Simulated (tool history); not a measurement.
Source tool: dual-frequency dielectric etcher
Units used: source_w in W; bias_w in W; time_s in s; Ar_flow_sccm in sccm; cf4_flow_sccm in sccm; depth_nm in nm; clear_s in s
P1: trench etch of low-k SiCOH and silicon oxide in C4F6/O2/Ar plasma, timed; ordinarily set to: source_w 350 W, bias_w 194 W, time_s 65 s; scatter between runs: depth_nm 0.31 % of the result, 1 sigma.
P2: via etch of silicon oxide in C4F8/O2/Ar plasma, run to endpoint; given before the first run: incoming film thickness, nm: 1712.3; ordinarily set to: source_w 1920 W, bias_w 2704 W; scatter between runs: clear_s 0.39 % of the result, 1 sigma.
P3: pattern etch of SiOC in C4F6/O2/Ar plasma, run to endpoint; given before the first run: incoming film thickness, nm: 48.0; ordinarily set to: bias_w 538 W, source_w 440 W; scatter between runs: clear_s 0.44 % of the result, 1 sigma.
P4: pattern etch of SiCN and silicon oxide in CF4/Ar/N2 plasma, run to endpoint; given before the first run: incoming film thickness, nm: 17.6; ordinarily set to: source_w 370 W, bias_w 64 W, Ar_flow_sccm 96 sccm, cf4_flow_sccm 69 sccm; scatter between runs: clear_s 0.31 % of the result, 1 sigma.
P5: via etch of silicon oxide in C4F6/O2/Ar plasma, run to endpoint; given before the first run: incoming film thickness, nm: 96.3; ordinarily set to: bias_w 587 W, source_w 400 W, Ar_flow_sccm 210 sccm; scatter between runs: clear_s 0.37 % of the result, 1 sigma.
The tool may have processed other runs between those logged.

{"run": 1, "hour": 13.0, "process": "P1", "source_w": 350, "bias_w": 194, "time_s": 65, "depth_nm": 201.98}
{"run": 2, "hour": 30.4, "process": "P5", "source_w": 530, "bias_w": 587, "Ar_flow_sccm": 210, "clear_s": 17.814}
{"run": 3, "hour": 45.7, "process": "P5", "source_w": 400, "bias_w": 587, "Ar_flow_sccm": 295, "clear_s": 20.443}
{"run": 4, "hour": 61.9, "process": "P1", "source_w": 350, "bias_w": 194, "time_s": 40, "depth_nm": 123.76}
{"run": 5, "hour": 77.5, "process": "P1", "source_w": 350, "bias_w": 194, "time_s": 65, "depth_nm": 201.85}
{"run": 6, "hour": 87.1, "process": "P1", "source_w": 350, "bias_w": 194, "time_s": 79.5, "depth_nm": 247.73}
{"run": 7, "hour": 104.5, "process": "P4", "source_w": 370, "bias_w": 64, "Ar_flow_sccm": 96, "cf4_flow_sccm": 69, "clear_s": 25.276}
{"run": 8, "hour": 122.2, "process": "P2", "source_w": 2340, "bias_w": 2704, "clear_s": 293.14}
{"run": 9, "hour": 136.3, "process": "P1", "source_w": 350, "bias_w": 114, "time_s": 65, "depth_nm": 170.96}
{"run": 10, "hour": 148.0, "process": "P4", "source_w": 370, "bias_w": 64, "Ar_flow_sccm": 68, "cf4_flow_sccm": 69, "clear_s": 24}
{"run": 11, "hour": 164.0, "process": "P3", "source_w": 440, "bias_w": 538, "clear_s": 14.857}
{"run": 12, "hour": 178.6, "process": "P1", "source_w": 350, "bias_w": 194, "time_s": 65, "depth_nm": 201.67}
{"run": 13, "hour": 186.7, "process": "P5", "source_w": 400, "bias_w": 587, "Ar_flow_sccm": 210, "clear_s": 19.758}
{"run": 14, "hour": 196.3, "process": "P1", "source_w": 350, "bias_w": 194, "time_s": 65, "depth_nm": 202.41}
{"run": 15, "hour": 209.2, "process": "P4", "source_w": 480, "bias_w": 64, "Ar_flow_sccm": 96, "cf4_flow_sccm": 69, "clear_s": 20.02}
{"run": 16, "hour": 227.1, "process": "P1", "source_w": 430, "bias_w": 194, "time_s": 65, "depth_nm": 217.63}
{"run": 17, "hour": 240.5, "process": "P4", "source_w": 370, "bias_w": 47, "Ar_flow_sccm": 96, "cf4_flow_sccm": 69, "clear_s": 27.686}
{"run": 18, "hour": 253.3, "process": "P4", "source_w": 370, "bias_w": 64, "Ar_flow_sccm": 96, "cf4_flow_sccm": 69, "clear_s": 25.226}
{"run": 19, "hour": 265.7, "process": "P2", "source_w": 1920, "bias_w": 2704, "clear_s": 314.58}
{"run": 20, "hour": 275.8, "process": "P1", "source_w": 350, "bias_w": 194, "time_s": 65, "depth_nm": 200.46}
{"run": 21, "hour": 288.1, "process": "P5", "source_w": 400, "bias_w": 587, "Ar_flow_sccm": 210, "clear_s": 19.773}
{"run": 22, "hour": 297.5, "process": "P4", "source_w": 370, "bias_w": 64, "Ar_flow_sccm": 96, "cf4_flow_sccm": 43, "clear_s": 27.19}
{"run": 23, "hour": 315.3, "process": "P3", "source_w": 580, "bias_w": 538, "clear_s": 13.27}
{"run": 24, "hour": 327.2, "process": "P1", "source_w": 260, "bias_w": 194, "time_s": 65, "depth_nm": 180.15}
{"run": 25, "hour": 341.9, "process": "P2", "source_w": 1920, "bias_w": 2704, "clear_s": 314.44}
{"run": 26, "hour": 353.0, "process": "P2", "source_w": 1920, "bias_w": 3826, "clear_s": 284.25}
{"run": 27, "hour": 361.8, "process": "P5", "source_w": 400, "bias_w": 346, "Ar_flow_sccm": 210, "clear_s": 23.905}
{"run": 28, "hour": 376.4, "process": "P1", "source_w": 350, "bias_w": 270, "time_s": 65, "depth_nm": 224.92}
{"run": 29, "hour": 385.8, "process": "P3", "source_w": 440, "bias_w": 435, "clear_s": 15.868}
{"run": 30, "hour": 394.2, "process": "P1", "source_w": 290, "bias_w": 194, "time_s": 83, "depth_nm": 239.27}
{"run": 31, "hour": 408.7, "process": "P1", "source_w": 350, "bias_w": 194, "time_s": 65, "depth_nm": 202.51}
{"run": 32, "hour": 425.3, "process": "P1", "source_w": 350, "bias_w": 194, "time_s": 65, "depth_nm": 203.66}
{"run": 33, "hour": 439.9, "process": "P1", "source_w": 350, "bias_w": 194, "time_s": 65, "depth_nm": 204.4}
{"run": 34, "hour": 451.4, "process": "P1", "source_w": 350, "bias_w": 194, "time_s": 65, "depth_nm": 204.65}
{"run": 35, "hour": 465.9, "process": "P1", "source_w": 350, "bias_w": 194, "time_s": 65, "depth_nm": 204.14}
{"run": 36, "hour": 473.8, "process": "P1", "source_w": 350, "bias_w": 194, "time_s": 65, "depth_nm": 203.76}
{"hour": 482.6, "done": "wet clean of the chamber"}
{"run": 37, "hour": 484.7, "process": "P1", "source_w": 350, "bias_w": 194, "time_s": 65, "depth_nm": 204.09}
{"run": 38, "hour": 499.9, "process": "P1", "source_w": 350, "bias_w": 194, "time_s": 65, "depth_nm": 205.98}
{"run": 39, "hour": 509.4, "process": "P1", "source_w": 350, "bias_w": 194, "time_s": 65, "depth_nm": 204.15}

The output of P1 has drifted from where it used to be. Each of the 2 causes below, taken at the size shown beside it, accounts for the log equally well:
A: bias power that arrives over what is set, % = 4.89
B: source power that arrives over what is set, % = 4.11
Onset of the creep was near hour 408.7.
Why every other cause is out:
chamber walls in a state that raises the etch rate, %: its service at hour 482.6 followed the start of the drift and did not put the process back to its old value

Of the 4 check runs below, each run on 2 wafers with the results averaged and each result still a question mark, which one would tell the listed causes apart?
{"run": "check 1", "hour": 518.9, "process": "P2", "source_w": 2320, "bias_w": 3536, "clear_s": "?"}
{"run": "check 2", "hour": 518.9, "process": "P4", "source_w": 370, "bias_w": 52, "Ar_flow_sccm": 80, "cf4_flow_sccm": 69, "clear_s": "?"}
{"run": "check 3", "hour": 518.9, "process": "P3", "source_w": 540, "bias_w": 538, "clear_s": "?"}
{"run": "check 4", "hour": 518.9, "process": "P5", "source_w": 400, "bias_w": 386, "Ar_flow_sccm": 280, "clear_s": "?"}

Outcome of each check run for each possible cause:
check=check_1 result=clear_s if_A=266.47 if_B=266.37
check=check_2 result=clear_s if_A=25.786 if_B=25.245
check=check_3 result=clear_s if_A=13.418 if_B=13.458
check=check_4 result=clear_s if_A=23.406 if_B=23.458
How far apart the two closest causes lie, in the result that separates them most: check 1 0.04 %; check 2 2.12 %; check 3 0.29 %; check 4 0.22 %
Check 2 tells the causes apart: in the others they would give nearly the same result.

With check 2 done, the readings were: clear_s 25.726 s. Identify which of the listed causes applies.

Of the candidate causes, it is A: bias power that arrives over what is set, %.

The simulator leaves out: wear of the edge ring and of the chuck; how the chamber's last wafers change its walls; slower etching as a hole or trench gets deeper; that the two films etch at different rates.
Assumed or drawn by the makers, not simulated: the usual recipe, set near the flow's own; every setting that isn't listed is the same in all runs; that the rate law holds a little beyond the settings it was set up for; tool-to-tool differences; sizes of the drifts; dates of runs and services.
